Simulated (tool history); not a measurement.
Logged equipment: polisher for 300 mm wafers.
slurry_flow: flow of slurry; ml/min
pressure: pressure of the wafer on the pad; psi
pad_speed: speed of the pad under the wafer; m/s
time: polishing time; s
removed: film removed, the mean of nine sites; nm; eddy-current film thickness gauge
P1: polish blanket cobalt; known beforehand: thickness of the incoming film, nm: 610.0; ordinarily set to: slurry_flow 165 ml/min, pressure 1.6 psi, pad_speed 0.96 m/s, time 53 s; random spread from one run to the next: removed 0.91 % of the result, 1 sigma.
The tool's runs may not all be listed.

run   hour  slurry_flow  pressure  pad_speed  time  wafers polished on this pad  hours since the slurry nozzle was cleaned  hours since the head pressure was calibrated  removed
  1    4.6          165       1.6       0.96    53                          378                                      255.4                                         720.0   242.47
  2    9.0          165       2.4       0.96    35                          420                                      259.8                                         724.4   241.99
      11.5  -- worn pad replaced by a new one
  3   12.5          165       1.6       0.96    53                           10                                      263.3                                         727.9   242.67
  4   16.3          165       2.2       0.96    53                           46                                      267.1                                         731.7   336.16
  5   19.9          165       1.6       0.96    83                           80                                      270.7                                         735.3   383.29
  6   25.1          165       1.6       0.96    53                          130                                      275.9                                         740.5   243.06
  7   31.2          165       1.6       0.54    53                          188                                      282.0                                         746.6   137.04
      33.3  -- slurry nozzle cleaned
  8   36.9          165       1.6       0.96    24                          242                                        3.6                                         752.3   108.17
  9   41.8          230       1.6       0.96    53                          289                                        8.5                                         757.2   255.04
 10   48.8          165       0.9       0.96    53                          355                                       15.5                                         764.2   134.93
 11   52.8          165       1.6       0.96    53                          394                                       19.5                                         768.2   244.89
 12   59.9          100       1.6       0.96    53                          461                                       26.6                                         775.3   221.27
 13   66.0          165       1.6       1.26    53                          519                                       32.7                                         781.4   316.70
 14   71.7          165       1.6       0.96    53                          574                                       38.4                                         787.1   246.93
 15   78.2          165       1.6       0.96    53                          636                                       44.9                                         793.6   244.73
 16   82.6          165       1.6       0.96    53                          677                                       49.3                                         798.0   238.28
 17   86.6          165       1.6       0.96    53                          716                                       53.3                                         802.0   236.08
 18   92.3          165       1.6       0.96    53                          770                                       59.0                                         807.7   233.02
      98.0  -- worn pad replaced by a new one
 19   98.4          165       1.6       0.96    53                            3                                       65.1                                         813.8   225.48
 20  103.6          165       1.6       0.96    53                           53                                       70.3                                         819.0   228.52
 21  110.7          165       1.6       0.96    53                          121                                       77.4                                         826.1   225.37
 22  117.7          165       1.6       0.96    53                          187                                       84.4                                         833.1   222.18
 23  121.0          165       1.6       0.96    53                          219                                       87.7                                         836.4   222.93
 24  125.3          165       1.6       0.96    53                          260                                       92.0                                         840.7   221.86
 25  132.4          165       1.6       0.96    53                          327                                       99.1                                         847.8   226.74

The log shows P1 creeping away from where it was. Any of the 2 causes listed here, at the size stated for it, fits the log just as well as the others:
A: head's pressure below its setpoint, % = 7.59
B: slurry flow missing at the pad, % = 33.7
The drift started at roughly hour 78.2.
Why every other cause is out:
removal rate lost through wear of the pad, %: maintenance at hour 98.0, after the shift began, did not return the process to its former output

Which of the 4 check runs listed below, each an average over 3 wafers with its results shown as question marks, gives clearly different results under the different listed causes?
check 1  139.5          165       1.6       1.26    53                                                                                                                              ?
check 2  139.5          165       1.9       0.96    53                                                                                                                              ?
check 3  139.5          100       1.6       0.96    53                                                                                                                              ?
check 4  139.5          165       1.6       1.18    53                                                                                                                              ?

What every check run would give for each of its results, assuming each possible cause in turn:
  check   result    if A    if B
check 1  removed  294.79  294.75
check 2  removed  266.72  266.68
check 3  removed  203.11  194.33
check 4  removed  276.08  276.04
Gap, in per cent, between the two causes that each check separates least, read from the result that separates them most: check 1 0.01 %; check 2 0.01 %; check 3 4.42 %; check 4 0.01 %
Check 3 distinguishes between the causes, while the remaining checks would return nearly the same result for all of them.

Check 3 was then run and gave: removed 203.63 nm. Which cause is it?

It is A: head's pressure below its setpoint, %.

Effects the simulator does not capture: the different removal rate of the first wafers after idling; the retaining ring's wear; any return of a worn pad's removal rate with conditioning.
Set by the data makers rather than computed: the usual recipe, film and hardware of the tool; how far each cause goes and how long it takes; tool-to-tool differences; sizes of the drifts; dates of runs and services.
